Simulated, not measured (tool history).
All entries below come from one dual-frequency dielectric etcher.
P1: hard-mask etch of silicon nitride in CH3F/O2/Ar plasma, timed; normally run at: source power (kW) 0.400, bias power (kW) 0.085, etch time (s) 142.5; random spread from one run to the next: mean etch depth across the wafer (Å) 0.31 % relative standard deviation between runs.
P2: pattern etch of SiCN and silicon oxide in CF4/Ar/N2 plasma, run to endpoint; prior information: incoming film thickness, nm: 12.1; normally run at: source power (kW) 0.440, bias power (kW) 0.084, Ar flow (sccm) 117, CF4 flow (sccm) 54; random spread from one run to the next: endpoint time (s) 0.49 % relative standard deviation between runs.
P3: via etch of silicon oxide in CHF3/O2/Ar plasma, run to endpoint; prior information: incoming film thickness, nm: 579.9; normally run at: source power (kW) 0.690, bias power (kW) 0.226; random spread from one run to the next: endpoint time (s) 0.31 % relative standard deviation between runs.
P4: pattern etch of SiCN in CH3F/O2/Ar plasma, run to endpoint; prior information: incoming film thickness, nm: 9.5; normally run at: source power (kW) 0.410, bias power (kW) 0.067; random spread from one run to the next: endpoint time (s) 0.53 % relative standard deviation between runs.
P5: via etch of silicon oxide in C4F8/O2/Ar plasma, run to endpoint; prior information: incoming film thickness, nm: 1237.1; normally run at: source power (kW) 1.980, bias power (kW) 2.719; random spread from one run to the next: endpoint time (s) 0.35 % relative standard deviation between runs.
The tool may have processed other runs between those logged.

run,hour,process that ran,source power (kW),bias power (kW),etch time (s),Ar flow (sccm),CF4 flow (sccm),hours since the last wet clean,hours since the last source power generator calibration,hours since the last bias power generator calibration,mean etch depth across the wafer (Å),endpoint time (s)
1,17.2,P1,0.400,0.085,142.5,,,325.5,1522.5,1317.2,1074.80,
2,34.0,P2,0.440,0.084,,117,54,342.3,1539.3,1334.0,,14.216
3,49.5,P3,0.690,0.285,,,,357.8,1554.8,1349.5,,234.790
4,60.5,P1,0.400,0.085,142.5,,,368.8,1565.8,1360.5,1072.10,
5,69.5,P1,0.400,0.085,142.5,,,377.8,1574.8,1369.5,1073.00,
6,87.0,P1,0.500,0.114,142.5,,,395.3,1592.3,1387.0,1294.80,
7,103.5,P4,0.250,0.067,,,,411.8,1608.8,1403.5,,29.887
8,118.7,P1,0.400,0.110,112.5,,,427.0,1624.0,1418.7,933.39,
9,135.5,P1,0.400,0.063,142.5,,,443.8,1640.8,1435.5,965.08,
10,146.2,P5,1.980,1.846,,,,454.5,1651.5,1446.2,,248.090
11,156.6,P1,0.500,0.085,142.5,,,464.9,1661.9,1456.6,1169.70,
12,171.7,P1,0.310,0.085,142.5,,,480.0,1677.0,1471.7,971.24,
13,182.4,P4,0.410,0.067,,,,490.7,1687.7,1482.4,,25.184
14,194.6,P1,0.400,0.085,142.5,,,502.9,1699.9,1494.6,1070.10,
15,206.9,P1,0.400,0.085,174.5,,,515.2,1712.2,1506.9,1315.60,
16,218.4,P2,0.440,0.084,,117,64,526.7,1723.7,1518.4,,13.868
17,228.0,P1,0.400,0.085,91.0,,,536.3,1733.3,1528.0,684.71,
18,237.1,P5,1.550,2.719,,,,545.4,1742.4,1537.1,,243.460
19,251.5,P1,0.400,0.085,142.5,,,559.8,1756.8,1551.5,1076.60,
20,260.8,P4,0.410,0.042,,,,569.1,1766.1,1560.8,,29.351
21,275.6,P2,0.440,0.084,,92,54,583.9,1780.9,1575.6,,13.782
22,287.0,P3,0.690,0.226,,,,595.3,1792.3,1587.0,,255.030
# hour 295.4: bias power generator calibrated
23,298.8,P2,0.320,0.084,,117,54,607.1,1804.1,3.5,,18.684
24,307.9,P5,1.980,2.719,,,,616.2,1813.2,12.6,,222.690
25,322.4,P1,0.400,0.101,142.5,,,630.7,1827.7,27.1,1142.60,
26,336.6,P3,0.420,0.226,,,,644.9,1841.9,41.3,,309.320
27,351.0,P3,0.690,0.226,,,,659.3,1856.3,55.7,,254.510
28,359.6,P2,0.440,0.053,,117,54,667.9,1864.9,64.3,,16.829
29,372.5,P1,0.400,0.085,142.5,,,680.8,1877.8,77.2,1072.70,
30,388.4,P4,0.410,0.067,,,,696.7,1893.7,93.1,,25.238
31,400.4,P5,1.980,2.719,,,,708.7,1905.7,105.1,,222.970
32,417.4,P1,0.400,0.085,142.5,,,725.7,1922.7,122.1,1077.60,
33,432.3,P1,0.400,0.085,142.5,,,740.6,1937.6,137.0,1080.30,
34,442.3,P1,0.400,0.085,142.5,,,750.6,1947.6,147.0,1079.30,
35,458.2,P1,0.400,0.085,142.5,,,766.5,1963.5,162.9,1085.00,
36,475.9,P1,0.400,0.085,142.5,,,784.2,1981.2,180.6,1082.50,
37,490.0,P1,0.400,0.085,142.5,,,798.3,1995.3,194.7,1087.90,
38,504.5,P1,0.400,0.085,142.5,,,812.8,2009.8,209.2,1086.70,
# hour 507.4: wet clean of the chamber
39,515.6,P1,0.400,0.085,142.5,,,8.3,2020.9,220.3,1082.50,
40,530.7,P1,0.400,0.085,142.5,,,23.4,2036.0,235.4,1088.60,
41,545.2,P1,0.400,0.085,142.5,,,37.9,2050.5,249.9,1087.30,
42,561.2,P1,0.400,0.085,142.5,,,53.9,2066.5,265.9,1090.20,
43,572.5,P1,0.400,0.085,142.5,,,65.2,2077.8,277.2,1089.30,

Compared with where it was, what P1 gives has crept away. Each cause listed below fits the log as well as the rest, at the size given for it:
A: source power that arrives over what is set, % = 4.15
B: bias power that arrives over what is set, % = 4.37
The gradual shift began around hour 417.4.
All other causes, with the reason each is excluded:
chamber walls in a state that raises the etch rate, %: was serviced at hour 507.4, once the creep was under way, yet the earlier output never came back

Which of the check runs below tells the causes apart, meaning the causes would give it clearly different results? Each run uses 3 wafers whose results are averaged, and each result is shown as a question mark.
check 1,583.8,P2,0.340,0.060,,117,54,,,,,?
check 2,583.8,P4,0.280,0.067,,,,,,,,?
check 3,583.8,P3,0.480,0.258,,,,,,,,?
check 4,583.8,P5,1.660,1.990,,,,,,,,?

What every check run would give for each of its results, assuming each possible cause in turn:
check,result,if A,if B
check 1,endpoint time (s),19.472,19.873
check 2,endpoint time (s),28.635,28.632
check 3,endpoint time (s),274.950,274.830
check 4,endpoint time (s),257.440,258.410
How far apart the two closest causes lie, in the result that separates them most: check 1 2.04 %; check 2 0.01 %; check 3 0.04 %; check 4 0.37 %
The causes can be told apart only by check 1. The other checks would give nearly the same results under each of them.

The results of check 1 are: endpoint time (s) 19.975. Based on these, which of the listed causes is it?

Of the candidate causes, it is B: bias power that arrives over what is set, %.

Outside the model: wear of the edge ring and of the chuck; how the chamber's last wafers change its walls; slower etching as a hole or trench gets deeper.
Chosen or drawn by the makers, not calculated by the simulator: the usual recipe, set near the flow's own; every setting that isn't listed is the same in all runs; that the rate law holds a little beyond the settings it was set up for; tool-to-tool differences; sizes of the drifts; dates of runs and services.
